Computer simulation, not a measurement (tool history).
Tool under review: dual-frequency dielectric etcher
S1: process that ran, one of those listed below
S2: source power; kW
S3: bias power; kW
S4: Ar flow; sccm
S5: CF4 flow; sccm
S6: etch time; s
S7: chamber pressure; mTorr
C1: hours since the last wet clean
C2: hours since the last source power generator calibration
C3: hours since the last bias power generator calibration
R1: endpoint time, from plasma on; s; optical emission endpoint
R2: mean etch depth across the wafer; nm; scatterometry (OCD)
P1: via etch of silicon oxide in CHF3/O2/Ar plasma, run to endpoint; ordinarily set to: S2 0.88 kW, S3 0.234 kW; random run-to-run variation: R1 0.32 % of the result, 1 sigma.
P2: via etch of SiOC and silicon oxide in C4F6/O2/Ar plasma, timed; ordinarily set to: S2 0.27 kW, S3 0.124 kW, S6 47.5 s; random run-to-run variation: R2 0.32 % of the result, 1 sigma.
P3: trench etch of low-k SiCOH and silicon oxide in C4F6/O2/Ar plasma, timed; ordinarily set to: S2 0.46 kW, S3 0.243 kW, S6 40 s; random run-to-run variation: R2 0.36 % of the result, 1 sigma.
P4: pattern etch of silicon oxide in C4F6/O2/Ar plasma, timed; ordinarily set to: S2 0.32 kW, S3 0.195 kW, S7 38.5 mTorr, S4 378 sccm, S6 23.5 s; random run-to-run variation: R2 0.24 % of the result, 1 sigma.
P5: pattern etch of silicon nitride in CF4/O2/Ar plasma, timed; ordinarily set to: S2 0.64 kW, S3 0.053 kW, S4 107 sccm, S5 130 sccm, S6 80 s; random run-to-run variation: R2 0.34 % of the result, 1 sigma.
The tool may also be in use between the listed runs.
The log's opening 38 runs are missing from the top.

run,hour,S1,S2,S3,S4,S5,S6,S7,C1,C2,C3,R1,R2
39,222.7,P1,0.88,0.234,,,,,345.9,2501.9,1742.5,278.05,
40,227,P1,0.88,0.234,,,,,350.2,2506.2,1746.8,275.81,
41,232.3,P1,0.88,0.234,,,,,355.5,2511.5,1752.1,277.1,
42,237.7,P1,0.88,0.234,,,,,360.9,2516.9,1757.5,277.58,
43,241.2,P1,0.88,0.234,,,,,364.4,2520.4,1761,278.69,
44,248.7,P1,0.88,0.234,,,,,371.9,2527.9,1768.5,280.52,
45,255.2,P1,0.88,0.234,,,,,378.4,2534.4,1775,277.3,
# hour 258.1: wet clean of the chamber
46,260.9,P1,0.88,0.234,,,,,2.8,2540.1,1780.7,278.66,

Expected results for the next run?
47,266.3,P1,0.88,0.234,,,,,8.2,2545.5,1786.1,?,

{"run 47": {"R1": 279.9}}
